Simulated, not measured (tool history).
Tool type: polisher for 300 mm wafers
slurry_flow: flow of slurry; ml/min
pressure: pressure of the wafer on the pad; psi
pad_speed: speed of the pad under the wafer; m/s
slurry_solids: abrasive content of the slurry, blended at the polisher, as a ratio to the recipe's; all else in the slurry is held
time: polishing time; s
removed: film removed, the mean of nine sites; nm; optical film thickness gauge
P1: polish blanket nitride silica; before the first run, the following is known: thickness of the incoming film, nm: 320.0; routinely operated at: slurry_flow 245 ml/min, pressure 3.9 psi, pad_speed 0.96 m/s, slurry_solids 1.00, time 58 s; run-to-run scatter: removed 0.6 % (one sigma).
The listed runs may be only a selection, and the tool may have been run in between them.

{"run": 1, "hour": 5.6, "slurry_flow": 245, "pressure": 3.9, "pad_speed": 0.96, "slurry_solids": 1.0, "time": 58, "removed": 39.644}
{"run": 2, "hour": 11.5, "slurry_flow": 245, "pressure": 3.9, "pad_speed": 0.96, "slurry_solids": 1.25, "time": 58, "removed": 43.234}
{"run": 3, "hour": 15.0, "slurry_flow": 355, "pressure": 3.9, "pad_speed": 0.96, "slurry_solids": 1.0, "time": 58, "removed": 41.307}
{"run": 4, "hour": 19.5, "slurry_flow": 145, "pressure": 3.9, "pad_speed": 0.96, "slurry_solids": 1.0, "time": 58, "removed": 37.083}
{"hour": 20.2, "done": "conditioning disc replaced and pad reconditioned"}
{"run": 5, "hour": 22.2, "slurry_flow": 245, "pressure": 3.9, "pad_speed": 0.96, "slurry_solids": 0.55, "time": 58, "removed": 28.982}
{"run": 6, "hour": 26.5, "slurry_flow": 245, "pressure": 3.9, "pad_speed": 0.96, "slurry_solids": 1.0, "time": 58, "removed": 39.475}
{"run": 7, "hour": 31.5, "slurry_flow": 245, "pressure": 5.9, "pad_speed": 0.96, "slurry_solids": 1.0, "time": 58, "removed": 59.074}
{"run": 8, "hour": 35.6, "slurry_flow": 245, "pressure": 3.9, "pad_speed": 0.96, "slurry_solids": 1.0, "time": 58, "removed": 39.185}
{"run": 9, "hour": 39.1, "slurry_flow": 245, "pressure": 3.9, "pad_speed": 0.96, "slurry_solids": 1.0, "time": 58, "removed": 39.483}
{"run": 10, "hour": 45.2, "slurry_flow": 245, "pressure": 2.0, "pad_speed": 0.96, "slurry_solids": 0.6, "time": 58, "removed": 15.451}
{"run": 11, "hour": 51.4, "slurry_flow": 245, "pressure": 3.9, "pad_speed": 1.5, "slurry_solids": 1.0, "time": 58, "removed": 57.033}
{"run": 12, "hour": 54.6, "slurry_flow": 245, "pressure": 1.8, "pad_speed": 0.96, "slurry_solids": 1.0, "time": 58, "removed": 18.292}
{"run": 13, "hour": 59.3, "slurry_flow": 245, "pressure": 3.9, "pad_speed": 0.96, "slurry_solids": 1.0, "time": 79, "removed": 53.694}
{"run": 14, "hour": 64.5, "slurry_flow": 245, "pressure": 3.9, "pad_speed": 0.96, "slurry_solids": 1.0, "time": 32, "removed": 21.606}
{"hour": 64.9, "done": "slurry nozzle cleaned"}
{"run": 15, "hour": 70.2, "slurry_flow": 245, "pressure": 3.9, "pad_speed": 0.46, "slurry_solids": 1.0, "time": 58, "removed": 21.873}
{"run": 16, "hour": 74.0, "slurry_flow": 245, "pressure": 3.9, "pad_speed": 0.96, "slurry_solids": 1.0, "time": 58, "removed": 39.693}
{"run": 17, "hour": 78.2, "slurry_flow": 245, "pressure": 3.9, "pad_speed": 0.6, "slurry_solids": 0.6, "time": 58, "removed": 20.754}
{"run": 18, "hour": 84.2, "slurry_flow": 245, "pressure": 3.9, "pad_speed": 0.96, "slurry_solids": 1.0, "time": 58, "removed": 39.648}
{"run": 19, "hour": 87.1, "slurry_flow": 245, "pressure": 3.9, "pad_speed": 0.96, "slurry_solids": 1.0, "time": 58, "removed": 38.28}
{"run": 20, "hour": 90.6, "slurry_flow": 245, "pressure": 3.9, "pad_speed": 0.96, "slurry_solids": 1.0, "time": 58, "removed": 37.219}
{"run": 21, "hour": 94.1, "slurry_flow": 245, "pressure": 3.9, "pad_speed": 0.96, "slurry_solids": 1.0, "time": 58, "removed": 36.053}
{"run": 22, "hour": 97.7, "slurry_flow": 245, "pressure": 3.9, "pad_speed": 0.96, "slurry_solids": 1.0, "time": 58, "removed": 35.414}
{"hour": 100.5, "done": "slurry nozzle cleaned"}
{"hour": 102.3, "done": "conditioning disc replaced and pad reconditioned"}
{"run": 23, "hour": 103.5, "slurry_flow": 245, "pressure": 3.9, "pad_speed": 0.96, "slurry_solids": 1.0, "time": 58, "removed": 34.896}
{"run": 24, "hour": 106.6, "slurry_flow": 245, "pressure": 3.9, "pad_speed": 0.96, "slurry_solids": 1.0, "time": 58, "removed": 35.379}
{"hour": 108.5, "done": "head pressure recalibrated"}
{"run": 25, "hour": 111.1, "slurry_flow": 245, "pressure": 3.9, "pad_speed": 0.96, "slurry_solids": 1.0, "time": 58, "removed": 34.318}

For run 26, what comes out?
{"run": 26, "hour": 113.8, "slurry_flow": 245, "pressure": 3.9, "pad_speed": 0.96, "slurry_solids": 1.0, "time": 58, "removed": "?"}

removed: 35.078 nm
